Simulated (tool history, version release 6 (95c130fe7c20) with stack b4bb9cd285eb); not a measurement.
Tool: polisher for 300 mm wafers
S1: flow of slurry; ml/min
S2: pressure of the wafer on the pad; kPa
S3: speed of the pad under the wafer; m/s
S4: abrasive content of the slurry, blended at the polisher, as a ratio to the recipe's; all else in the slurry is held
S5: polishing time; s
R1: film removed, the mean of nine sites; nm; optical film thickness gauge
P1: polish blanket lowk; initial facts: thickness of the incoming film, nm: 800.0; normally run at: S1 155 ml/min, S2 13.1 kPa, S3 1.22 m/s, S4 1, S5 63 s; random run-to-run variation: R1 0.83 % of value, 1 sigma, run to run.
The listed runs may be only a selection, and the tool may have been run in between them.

run	hour	S1	S2	S3	S4	S5	R1
1	3.4	155	13.1	1.22	1	63	28.575
2	6.2	155	13.1	1.22	1	63	28.551
3	12.4	95	13.1	1.22	1	63	26.22
4	17	155	13.1	1.22	1	63	28.803
5	20.4	155	13.1	1.22	1	63	28.282
6	26	155	13.1	1.22	1.3	63	32.035
7	30.1	155	13.1	1.22	0.6	63	22.088
8	33.6	230	13.1	1.22	1	63	30.324
# hour 37.2: slurry nozzle cleaned
9	38	155	20.7	1.22	1	63	45.292
10	43.3	155	13.1	1.22	1	63	28.671
11	46.6	155	13.1	1.54	1	63	34.211
12	50.4	155	6.2	1.22	1	63	13.641
13	53.5	155	13.1	1.22	1	83	37.777
14	57.6	155	13.1	0.54	1	63	14.839
15	61.4	240	13.1	1.22	1	79	38.526
16	64.6	155	13.1	1.22	1	28	12.521
17	69.4	155	13.1	1.22	1	63	28.9
18	72.3	155	13.1	1.22	1	63	27.478
19	78.1	155	13.1	1.22	1	63	26.606
20	82.2	155	13.1	1.22	1	63	26.458
# hour 84.7: conditioning disc replaced and pad reconditioned
21	86.7	155	13.1	1.22	1	63	26.17
# hour 86.8: worn pad replaced by a new one
# hour 87.8: head pressure recalibrated
22	90.7	155	13.1	1.22	1	63	26.379
23	95.4	155	13.1	1.22	1	63	25.729

The output of P1 has drifted from where it used to be. Each of the 2 causes below, taken at the size shown beside it, accounts for the log equally well:
A: abrasive missing from the slurry, % = 18.1
B: slurry flow missing at the pad, % = 37
Onset of the creep was near hour 69.4.
Each remaining cause and why it is not a fit:
removal rate lost through wear of the pad, %: work on it at hour 86.8, done after the drift set in, did not restore what the process gave before
head's pressure below its setpoint, %: work on it at hour 87.8, done after the drift set in, did not restore what the process gave before
time polished since the conditioner stopped cutting, s: work on it at hour 84.7, done after the drift set in, did not restore what the process gave before

Each of the check runs listed below is run on 2 wafers and reports their average, with the results left as question marks. Pick the one under which the possible causes would lead to clearly different results.
check 1	100.1	155	13.1	1.48	1	79	?
check 2	100.1	155	13.1	0.62	1	63	?
check 3	100.1	155	6.9	1.22	1	63	?
check 4	100.1	95	13.1	1.22	1	63	?

How each check would come out, cause by cause:
check	result	if A	if B
check 1	R1	38.139	38.132
check 2	R1	15.163	15.16
check 3	R1	13.715	13.713
check 4	R1	23.509	22.334
Per check, the gap between the least separated pair of causes, taken in the result that splits them most: check 1 0.02 %; check 2 0.02 %; check 3 0.02 %; check 4 5.13 %
Check 4 distinguishes between the causes, while the remaining checks would return nearly the same result for all of them.

Running check 4 produced the following: R1 22.227 nm. Which one of the listed causes fits?

B is the cause: slurry flow missing at the pad, %.

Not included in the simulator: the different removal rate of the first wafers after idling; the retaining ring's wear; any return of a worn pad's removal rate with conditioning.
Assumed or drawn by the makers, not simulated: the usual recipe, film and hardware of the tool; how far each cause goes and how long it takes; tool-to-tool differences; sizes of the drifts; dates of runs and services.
